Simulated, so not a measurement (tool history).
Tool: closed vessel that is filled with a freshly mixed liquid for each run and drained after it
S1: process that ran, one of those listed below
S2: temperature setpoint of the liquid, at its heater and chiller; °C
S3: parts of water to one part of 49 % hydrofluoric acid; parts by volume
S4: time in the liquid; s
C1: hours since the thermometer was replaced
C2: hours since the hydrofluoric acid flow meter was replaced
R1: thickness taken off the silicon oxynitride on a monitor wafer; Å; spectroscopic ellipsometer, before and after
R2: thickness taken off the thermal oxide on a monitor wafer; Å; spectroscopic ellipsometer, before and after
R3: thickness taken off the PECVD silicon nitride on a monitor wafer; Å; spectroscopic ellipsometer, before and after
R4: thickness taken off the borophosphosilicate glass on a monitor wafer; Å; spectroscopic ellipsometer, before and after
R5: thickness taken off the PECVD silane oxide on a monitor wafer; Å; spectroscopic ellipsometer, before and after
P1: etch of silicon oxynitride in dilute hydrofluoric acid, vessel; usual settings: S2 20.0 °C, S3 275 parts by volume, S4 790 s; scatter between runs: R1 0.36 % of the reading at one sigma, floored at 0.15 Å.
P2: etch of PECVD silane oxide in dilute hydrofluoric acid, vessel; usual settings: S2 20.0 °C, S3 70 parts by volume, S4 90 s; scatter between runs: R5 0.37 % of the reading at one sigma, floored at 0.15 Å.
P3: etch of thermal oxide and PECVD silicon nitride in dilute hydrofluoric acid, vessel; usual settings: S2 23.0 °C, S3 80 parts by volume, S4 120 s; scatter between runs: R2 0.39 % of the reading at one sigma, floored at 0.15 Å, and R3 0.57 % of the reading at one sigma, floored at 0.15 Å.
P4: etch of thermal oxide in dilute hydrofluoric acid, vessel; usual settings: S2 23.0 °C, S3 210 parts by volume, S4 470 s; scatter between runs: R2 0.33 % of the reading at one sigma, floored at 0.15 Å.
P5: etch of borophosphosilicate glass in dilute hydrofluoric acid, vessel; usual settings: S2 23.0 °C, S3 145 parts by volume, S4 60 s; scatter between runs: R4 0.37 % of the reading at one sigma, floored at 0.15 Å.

| run | day | S1 | S2 | S3 | S4 | C1 | C2 | R1 | R2 | R3 | R4 | R5 |
|---|---|---|---|---|---|---|---|---|---|---|---|---|
| 1 | 0.250 | P1 | 20.0 | 275 | 790 | 838.6 | 991.6 | 59.633 |  |  |  |  |
| 2 | 0.438 | P3 | 23.0 | 80 | 220 | 843.1 | 996.1 |  | 128.6700 | 101.660 |  |  |
| 3 | 0.733 | P1 | 20.0 | 275 | 790 | 850.2 | 1003.2 | 59.827 |  |  |  |  |
| 4 | 0.942 | P4 | 23.0 | 95 | 470 | 855.2 | 1008.2 |  | 230.6900 |  |  |  |
| 5 | 1.096 | P5 | 19.0 | 145 | 60 | 858.9 | 1011.9 |  |  |  | 87.467 |  |
| 6 | 1.342 | P3 | 27.5 | 80 | 120 | 864.8 | 1017.8 |  | 83.7960 | 75.744 |  |  |
| 7 | 1.579 | P1 | 20.0 | 145 | 790 | 870.5 | 1023.5 | 122.390 |  |  |  |  |
| 8 | 1.900 | P1 | 20.0 | 275 | 225 | 878.2 | 1031.2 | 16.722 |  |  |  |  |
| 9 | 2.233 | P5 | 23.0 | 145 | 60 | 886.2 | 1039.2 |  |  |  | 101.510 |  |
| 10 | 2.396 | P1 | 20.0 | 275 | 1380 | 890.1 | 1043.1 | 104.440 |  |  |  |  |
| 11 | 2.583 | P2 | 20.0 | 30 | 90 | 894.6 | 1047.6 |  |  |  |  | 1349.40 |
| 12 | 2.867 | P1 | 25.0 | 275 | 790 | 901.4 | 1054.4 | 73.997 |  |  |  |  |
| 13 | 3.125 | P3 | 23.0 | 80 | 120 | 907.6 | 1060.6 |  | 69.3590 | 55.702 |  |  |
| 14 | 3.392 | P4 | 23.0 | 210 | 40 | 914.0 | 1067.0 |  | 7.6749 |  |  |  |
| 15 | 3.562 | P5 | 23.0 | 145 | 60 | 918.1 | 1071.1 |  |  |  | 102.000 |  |
| 16 | 3.800 | P3 | 23.0 | 30 | 120 | 923.8 | 1076.8 |  | 197.5800 | 145.960 |  |  |
| 17 | 3.996 | P1 | 20.0 | 275 | 790 | 928.5 | 1081.5 | 59.036 |  |  |  |  |
| 18 | 4.233 | P1 | 20.0 | 145 | 310 | 934.2 | 1087.2 | 48.331 |  |  |  |  |
| 19 | 4.479 | P2 | 20.0 | 70 | 45 | 940.1 | 1093.1 |  |  |  |  | 274.95 |
| 20 | 4.683 | P2 | 17.0 | 70 | 90 | 945.0 | 1098.0 |  |  |  |  | 481.55 |
| 21 | 4.996 | P1 | 20.0 | 75 | 1400 | 952.5 | 1105.5 | 441.940 |  |  |  |  |
| 22 | 5.321 | P2 | 20.0 | 70 | 90 | 960.3 | 1113.3 |  |  |  |  | 552.36 |
| 23 | 5.546 | P4 | 17.0 | 210 | 470 | 965.7 | 1118.7 |  | 72.6180 |  |  |  |
| 24 | 5.792 | P3 | 23.0 | 80 | 120 | 971.6 | 1124.6 |  | 70.0950 | 56.201 |  |  |
|  | 5.862 | thermometer replaced |
| 25 | 6.029 | P1 | 20.0 | 275 | 790 | 4.0 | 1130.3 | 59.616 |  |  |  |  |
| 26 | 6.262 | P5 | 23.0 | 145 | 30 | 9.6 | 1135.9 |  |  |  | 50.891 |  |
| 27 | 6.542 | P1 | 20.0 | 445 | 790 | 16.3 | 1142.6 | 33.519 |  |  |  |  |
| 28 | 6.754 | P2 | 20.0 | 70 | 90 | 21.4 | 1147.7 |  |  |  |  | 552.26 |
| 29 | 7.062 | P4 | 23.0 | 210 | 470 | 28.8 | 1155.1 |  | 91.6510 |  |  |  |
| 30 | 7.321 | P1 | 17.0 | 275 | 790 | 35.0 | 1161.3 | 51.976 |  |  |  |  |
| 31 | 7.546 | P5 | 23.0 | 30 | 60 | 40.4 | 1166.7 |  |  |  | 564.700 |  |
| 32 | 7.796 | P1 | 20.0 | 275 | 790 | 46.4 | 1172.7 | 59.599 |  |  |  |  |
| 33 | 7.988 | P1 | 20.0 | 275 | 790 | 51.0 | 1177.3 | 61.173 |  |  |  |  |
| 34 | 8.158 | P1 | 20.0 | 275 | 790 | 55.1 | 1181.4 | 61.829 |  |  |  |  |
| 35 | 8.350 | P1 | 20.0 | 275 | 790 | 59.7 | 1186.0 | 63.400 |  |  |  |  |
| 36 | 8.612 | P1 | 20.0 | 275 | 790 | 66.0 | 1192.3 | 63.870 |  |  |  |  |
| 37 | 8.771 | P1 | 20.0 | 275 | 790 | 69.8 | 1196.1 | 64.090 |  |  |  |  |
| 38 | 9.000 | P1 | 20.0 | 275 | 790 | 75.3 | 1201.6 | 64.333 |  |  |  |  |
| 39 | 9.188 | P1 | 20.0 | 275 | 790 | 79.8 | 1206.1 | 64.362 |  |  |  |  |
| 40 | 9.454 | P1 | 20.0 | 275 | 790 | 86.2 | 1212.5 | 65.019 |  |  |  |  |
| 41 | 9.717 | P1 | 20.0 | 275 | 790 | 92.5 | 1218.8 | 64.772 |  |  |  |  |

P1 has crept away from where it was. The log is fitted equally well by each of these 2 causes, at the sizes shown:
A: liquid hotter than its thermometer reads (K) = 1.89
B: hydrofluoric acid flow above the setpoint (%) = 7.45
Creep in the process output first set in at about day 7.796.

Listed below are the offered check runs, one wafer per run, with question marks in place of results. For which of them would the causes give clearly different outcomes?
| check 1 | 9.979 | P3 | 23.0 | 50 | 220 |  |  |  | ? | ? |  |  |
| check 2 | 9.979 | P5 | 23.0 | 85 | 30 |  |  |  |  |  | ? |  |
| check 3 | 9.979 | P2 | 20.0 | 40 | 90 |  |  |  |  |  |  | ? |
| check 4 | 9.979 | P4 | 17.5 | 120 | 470 |  |  |  | ? |  |  |  |

What every check run would give for each of its results, assuming each possible cause in turn:
| check | result | if A | if B |
|---|---|---|---|
| check 1 | R2 | 229.9200 | 229.6000 |
| check 1 | R3 | 184.930 | 174.640 |
| check 2 | R4 | 100.480 | 100.820 |
| check 3 | R5 | 1082.00 | 1076.40 |
| check 4 | R2 | 153.6500 | 154.0600 |
Per-check spread between the two closest causes, in the result where they differ most: check 1 5.73 %; check 2 0.33 %; check 3 0.52 %; check 4 0.26 %
Only in check 1 would the causes give clearly different results; in the remaining checks their results would be nearly the same.

The results of check 1 are: R2 230.6300 Å; R3 184.210 Å. Based on these, which of the listed causes is it?

It is A: liquid hotter than its thermometer reads (K).
